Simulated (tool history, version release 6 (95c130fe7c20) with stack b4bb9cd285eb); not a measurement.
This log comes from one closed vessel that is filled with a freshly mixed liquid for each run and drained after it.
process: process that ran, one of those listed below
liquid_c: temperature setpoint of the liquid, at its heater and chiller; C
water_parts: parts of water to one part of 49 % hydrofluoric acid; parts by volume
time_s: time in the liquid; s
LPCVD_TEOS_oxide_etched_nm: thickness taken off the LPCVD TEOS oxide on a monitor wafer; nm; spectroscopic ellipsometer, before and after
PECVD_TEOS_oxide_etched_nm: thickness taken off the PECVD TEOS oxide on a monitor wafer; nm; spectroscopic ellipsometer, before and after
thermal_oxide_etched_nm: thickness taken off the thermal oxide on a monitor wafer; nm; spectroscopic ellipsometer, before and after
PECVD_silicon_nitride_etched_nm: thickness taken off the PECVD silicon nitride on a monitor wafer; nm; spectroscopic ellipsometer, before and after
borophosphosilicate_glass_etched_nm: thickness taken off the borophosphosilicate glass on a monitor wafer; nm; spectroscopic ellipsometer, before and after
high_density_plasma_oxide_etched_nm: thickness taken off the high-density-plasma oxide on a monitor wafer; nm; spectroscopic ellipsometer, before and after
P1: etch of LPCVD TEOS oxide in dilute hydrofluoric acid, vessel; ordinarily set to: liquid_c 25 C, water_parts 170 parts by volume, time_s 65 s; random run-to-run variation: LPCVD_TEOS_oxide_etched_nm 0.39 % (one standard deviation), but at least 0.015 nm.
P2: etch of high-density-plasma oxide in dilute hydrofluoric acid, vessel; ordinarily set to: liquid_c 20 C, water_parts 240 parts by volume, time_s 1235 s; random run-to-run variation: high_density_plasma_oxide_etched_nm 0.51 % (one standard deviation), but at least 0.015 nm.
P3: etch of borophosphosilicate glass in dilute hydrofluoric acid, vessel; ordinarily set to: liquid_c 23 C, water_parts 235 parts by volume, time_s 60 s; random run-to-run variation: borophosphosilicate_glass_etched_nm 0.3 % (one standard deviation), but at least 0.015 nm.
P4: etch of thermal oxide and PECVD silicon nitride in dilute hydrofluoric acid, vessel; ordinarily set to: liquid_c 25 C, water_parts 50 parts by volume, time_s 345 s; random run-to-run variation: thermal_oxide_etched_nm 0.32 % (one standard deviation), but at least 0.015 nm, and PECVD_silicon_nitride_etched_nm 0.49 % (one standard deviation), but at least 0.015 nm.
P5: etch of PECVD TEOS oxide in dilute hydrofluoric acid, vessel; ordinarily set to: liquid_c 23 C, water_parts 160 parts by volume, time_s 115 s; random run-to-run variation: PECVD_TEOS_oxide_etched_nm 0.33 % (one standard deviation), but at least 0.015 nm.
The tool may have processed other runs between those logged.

| run | hour | process | liquid_c | water_parts | time_s | hours since the thermometer was replaced | hours since the hydrofluoric acid flow meter was replaced | LPCVD_TEOS_oxide_etched_nm | PECVD_TEOS_oxide_etched_nm | thermal_oxide_etched_nm | PECVD_silicon_nitride_etched_nm | borophosphosilicate_glass_etched_nm | high_density_plasma_oxide_etched_nm |
|---|---|---|---|---|---|---|---|---|---|---|---|---|---|
| 1 | 11.7 | P1 | 25 | 170 | 65 | 262.7 | 603.2 | 19.912 |  |  |  |  |  |
| 2 | 23.7 | P1 | 25 | 170 | 65 | 274.7 | 615.2 | 20.058 |  |  |  |  |  |
| 3 | 35.3 | P1 | 25 | 170 | 30 | 286.3 | 626.8 | 9.1942 |  |  |  |  |  |
| 4 | 50.5 | P1 | 25 | 170 | 125 | 301.5 | 642 | 38.587 |  |  |  |  |  |
| 5 | 62.4 | P5 | 19 | 160 | 115 | 313.4 | 653.9 |  | 6.1459 |  |  |  |  |
| 6 | 76.8 | P4 | 25 | 50 | 130 | 327.8 | 668.3 |  |  | 12.453 | 4.7102 |  |  |
| 7 | 88.2 | P1 | 30 | 170 | 65 | 339.2 | 679.7 | 23.877 |  |  |  |  |  |
| 8 | 102.9 | P3 | 17.5 | 235 | 60 | 353.9 | 694.4 |  |  |  |  | 12.149 |  |
| 9 | 116.6 | P1 | 25 | 170 | 65 | 367.6 | 708.1 | 20.079 |  |  |  |  |  |
| 10 | 123.9 | P3 | 23 | 115 | 60 | 374.9 | 715.4 |  |  |  |  | 34.953 |  |
| 11 | 134.6 | P5 | 23 | 160 | 115 | 385.6 | 726.1 |  | 7.217 |  |  |  |  |
| 12 | 148.7 | P2 | 20 | 240 | 1235 | 399.7 | 740.2 |  |  |  |  |  | 36.767 |
| 13 | 161.4 | P3 | 23 | 235 | 30 | 412.4 | 752.9 |  |  |  |  | 7.5247 |  |
| 14 | 174.9 | P5 | 23 | 160 | 40 | 425.9 | 766.4 |  | 2.5165 |  |  |  |  |
| 15 | 184.7 | P3 | 23 | 235 | 60 | 435.7 | 776.2 |  |  |  |  | 14.969 |  |
| 16 | 194.5 | P1 | 25 | 170 | 65 | 445.5 | 786 | 19.995 |  |  |  |  |  |
| 17 | 202.6 | P2 | 20 | 440 | 1235 | 453.6 | 794.1 |  |  |  |  |  | 16.901 |
| 18 | 216.2 | P1 | 17 | 170 | 65 | 467.2 | 807.7 | 14.706 |  |  |  |  |  |
| 19 | 228.6 | P4 | 25 | 90 | 345 | 479.6 | 820.1 |  |  | 17.574 | 7.0643 |  |  |
| 20 | 235.2 | P4 | 19.5 | 50 | 345 | 486.2 | 826.7 |  |  | 26.462 | 8.7046 |  |  |
| 21 | 244.4 | P2 | 28 | 240 | 1235 | 495.4 | 835.9 |  |  |  |  |  | 49.565 |
| 22 | 257.8 | P1 | 25 | 170 | 65 | 508.8 | 849.3 | 20.088 |  |  |  |  |  |
| 23 | 265.7 | P2 | 20 | 240 | 280 | 516.7 | 857.2 |  |  |  |  |  | 8.3906 |
| 24 | 279.9 | P1 | 25 | 170 | 65 | 530.9 | 871.4 | 20.049 |  |  |  |  |  |
| 25 | 287.9 | P1 | 25 | 40 | 65 | 538.9 | 879.4 | 99.396 |  |  |  |  |  |
| 26 | 295.6 | P1 | 20 | 285 | 65 | 546.6 | 887.1 | 8.7729 |  |  |  |  |  |
| 27 | 307.7 | P5 | 23 | 230 | 115 | 558.7 | 899.2 |  | 4.7397 |  |  |  |  |
|  | 312.1 | hydrofluoric acid flow meter replaced |
| 28 | 320.5 | P4 | 25 | 50 | 345 | 571.5 | 8.4 |  |  | 33.261 | 12.587 |  |  |
| 29 | 327.9 | P1 | 25 | 170 | 65 | 578.9 | 15.8 | 20.181 |  |  |  |  |  |
| 30 | 339.1 | P1 | 25 | 290 | 65 | 590.1 | 27 | 10.351 |  |  |  |  |  |
| 31 | 348.2 | P1 | 25 | 170 | 65 | 599.2 | 36.1 | 19.889 |  |  |  |  |  |
| 32 | 360 | P1 | 25 | 170 | 65 | 611 | 47.9 | 21.016 |  |  |  |  |  |

Run 33 is up next; what results do you expect?
| 33 | 370 | P1 | 25 | 170 | 65 | 621 | 57.9 | ? |  |  |  |  |  |

For run 33 the tool returned LPCVD_TEOS_oxide_etched_nm 21.357 nm.
